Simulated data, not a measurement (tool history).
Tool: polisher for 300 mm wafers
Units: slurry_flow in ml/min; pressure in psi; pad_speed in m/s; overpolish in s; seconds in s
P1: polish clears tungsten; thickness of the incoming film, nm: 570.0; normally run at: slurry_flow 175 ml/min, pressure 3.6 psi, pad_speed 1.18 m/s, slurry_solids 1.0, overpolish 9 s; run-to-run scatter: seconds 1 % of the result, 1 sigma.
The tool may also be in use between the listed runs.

run	day	slurry_flow	pressure	pad_speed	slurry_solids	overpolish	wafers polished on this pad	hours since the slurry nozzle was cleaned	hours since the head pressure was calibrated	hours since the slurry blender was calibrated	hours since the slurry got fresh peroxide	seconds
1	0.196	175	3.6	1.18	1.0	9	554	308.5	685.6	26.4	70.6	92.068
2	0.296	175	3.6	1.18	1.0	3	578	310.9	688.0	28.8	73.0	93.185
3	0.446	175	1.6	1.18	1.0	9	614	314.5	691.6	32.4	76.6	204.370
4	0.646	175	3.6	1.78	1.0	9	662	319.3	696.4	37.2	81.4	60.829
5	0.867	175	3.6	1.18	1.0	9	716	324.6	701.7	42.5	86.7	92.609
6	1.004	250	3.6	1.18	1.0	9	749	327.9	705.0	45.8	90.0	89.426
7	1.171	175	3.6	1.18	1.0	9	789	331.9	709.0	49.8	94.0	92.931
8	1.271	175	3.6	0.56	1.0	9	813	334.3	711.4	52.2	96.4	193.310
9	1.454	235	3.6	1.18	1.0	3	857	338.7	715.8	56.6	100.8	88.846
10	1.567	105	3.6	1.18	1.0	9	885	341.4	718.5	59.3	103.5	101.920
11	1.750	175	3.6	1.18	0.5	9	929	345.8	722.9	63.7	107.9	108.160
12	1.962	175	3.6	1.18	1.0	15	980	350.9	728.0	68.8	113.0	91.356
13	2.188	175	3.6	1.18	1.3	9	1034	356.3	733.4	74.2	118.4	86.371
14	2.338	175	3.6	1.18	1.0	9	1071	359.9	737.0	77.8	122.0	90.524
15	2.550	175	3.6	1.18	1.0	9	1122	365.0	742.1	82.9	127.1	91.882
16	2.654	175	4.9	1.18	1.0	9	1147	367.5	744.6	85.4	129.6	66.178
17	2.804	175	3.6	1.18	1.0	9	1183	371.1	748.2	89.0	133.2	92.036
18	2.996	175	3.6	1.18	1.0	9	1230	375.7	752.8	93.6	137.8	91.635
19	3.104	175	3.6	1.18	1.0	9	1256	378.3	755.4	96.2	140.4	94.424
20	3.238	175	3.6	1.18	1.0	9	1288	381.5	758.6	99.4	143.6	96.336
# day 3.354: head pressure recalibrated
# day 3.362: worn pad replaced by a new one
21	3.400	175	3.6	1.18	1.0	9	9	385.4	1.1	103.3	147.5	97.455
22	3.571	175	3.6	1.18	1.0	9	50	389.5	5.2	107.4	151.6	99.961
# day 3.642: slurry tank refilled with fresh slurry and peroxide
23	3.696	175	3.6	1.18	1.0	9	80	392.5	8.2	110.4	1.4	100.530
24	3.846	175	3.6	1.18	1.0	9	117	396.1	11.8	114.0	5.0	101.910
25	3.954	175	3.6	1.18	1.0	9	143	398.7	14.4	116.6	7.6	102.940

What P1 gives has crept away from where it was. These 2 causes fit the log equally well, each at the size given:
A: slurry flow missing at the pad, % = 39.7
B: abrasive missing from the slurry, % = 34.2
The creep began at about day 2.996.
Why every other cause is out:
removal rate lost through wear of the pad, %: serviced at day 3.362, which brought nothing back
head's pressure below its setpoint, %: serviced at day 3.354, which brought nothing back
peroxide lost from the slurry, %: serviced at day 3.642, which brought nothing back

4 check runs are offered, each on 3 wafers whose results are averaged, their results left as question marks. Which one tells the causes apart?
check 1	4.062	175	3.6	0.86	1.00	9						?
check 2	4.062	110	3.6	1.18	1.00	9						?
check 3	4.062	175	3.6	1.18	0.75	9						?
check 4	4.062	175	1.7	0.66	1.00	9						?

What each check would give under each cause:
check	result	if A	if B
check 1	seconds	138.870	138.880
check 2	seconds	116.010	110.440
check 3	seconds	108.230	107.930
check 4	seconds	383.200	383.220
How far apart the two closest causes lie, in the result that separates them most: check 1 0.01 %; check 2 4.93 %; check 3 0.28 %; check 4 0.01 %
Check 2 tells the causes apart: in the others they would give nearly the same result.

Check 2 was then run and gave: seconds 115.870 s. Which cause is it?

It is A: slurry flow missing at the pad, %.
